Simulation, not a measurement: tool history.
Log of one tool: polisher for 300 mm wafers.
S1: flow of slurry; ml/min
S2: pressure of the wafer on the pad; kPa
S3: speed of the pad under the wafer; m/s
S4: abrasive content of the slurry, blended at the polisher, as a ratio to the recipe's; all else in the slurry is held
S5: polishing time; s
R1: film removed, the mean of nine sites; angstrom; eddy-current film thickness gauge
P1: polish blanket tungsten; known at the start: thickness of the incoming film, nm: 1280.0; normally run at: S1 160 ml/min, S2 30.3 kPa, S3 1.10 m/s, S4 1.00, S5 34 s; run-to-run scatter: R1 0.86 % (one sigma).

run,hour,S1,S2,S3,S4,S5,R1
1,16.8,160,30.3,1.10,1.00,34,1797.60
2,25.9,160,30.3,1.10,0.75,48,2368.90
3,34.2,210,21.4,1.10,1.00,34,1306.90
4,44.7,160,30.3,1.10,1.00,49,2588.30
5,57.8,160,30.3,1.10,1.00,34,1796.00
6,65.9,160,14.5,1.10,1.00,34,853.60
7,77.6,95,30.3,1.10,1.00,34,1626.20
8,86.3,160,30.3,1.10,1.00,34,1813.10
9,100.1,240,30.3,1.10,1.00,34,1882.40
10,107.5,160,38.6,1.10,1.00,24,1596.60
11,123.6,160,30.3,1.10,1.00,18,946.86
12,132.9,160,30.3,0.76,1.00,34,1240.90
13,148.8,160,30.3,1.10,0.75,34,1687.90
14,157.6,160,30.3,1.10,1.45,34,1944.20
15,172.3,160,46.2,1.10,1.00,34,2692.30
# hour 180.3: head pressure recalibrated
16,184.1,160,30.3,1.10,1.00,34,1797.80
17,197.3,160,30.3,1.46,1.00,34,2334.60
18,206.4,160,30.3,1.10,1.00,34,1790.90
19,218.3,160,30.3,1.10,1.00,34,1745.30
20,231.3,160,30.3,1.10,1.00,34,1734.20
21,248.5,160,30.3,1.10,1.00,34,1709.50
# hour 257.3: slurry tank refilled with fresh slurry and peroxide
22,260.1,160,30.3,1.10,1.00,34,1680.90
# hour 261.8: head pressure recalibrated
23,269.6,160,30.3,1.10,1.00,34,1664.80
24,279.4,160,30.3,1.10,1.00,34,1655.70
25,287.5,160,30.3,1.10,1.00,34,1668.30
# hour 291.7: slurry blender recalibrated
26,303.7,160,30.3,1.10,1.00,34,1645.70
27,319.0,160,30.3,1.10,1.00,34,1631.80
28,327.9,160,30.3,1.10,1.00,34,1643.80
29,342.9,160,30.3,1.10,1.00,34,1656.30

What P1 gives has crept away from where it was. These 2 causes fit the log equally well, each at the size given:
A: slurry flow missing at the pad, % = 36.4
B: removal rate lost through wear of the pad, % = 8.63
The creep began at about hour 206.4.
Why every other cause is out:
head's pressure below its setpoint, %: serviced at hour 261.8, which brought nothing back
abrasive missing from the slurry, %: serviced at hour 291.7, which brought nothing back
peroxide lost from the slurry, %: serviced at hour 257.3, which brought nothing back

4 check runs are offered, each on 2 wafers whose results are averaged, their results left as question marks. Which one tells the causes apart?
check 1,357.9,160,30.3,1.10,0.80,25,?
check 2,357.9,95,30.3,1.10,1.00,34,?
check 3,357.9,160,30.3,0.82,1.00,34,?
check 4,357.9,160,30.3,1.10,1.20,34,?

What each check would give under each cause:
check,result,if A,if B
check 1,R1,1140.80,1141.00
check 2,R1,1393.00,1468.10
check 3,R1,1218.60,1218.70
check 4,R1,1707.30,1707.60
How far apart the two closest causes lie, in the result that separates them most: check 1 0.01 %; check 2 5.25 %; check 3 0.01 %; check 4 0.01 %
Check 2 tells the causes apart: in the others they would give nearly the same result.

Check 2 was then run and gave: R1 1392.00 angstrom. Which cause is it?

It is A: slurry flow missing at the pad, %.
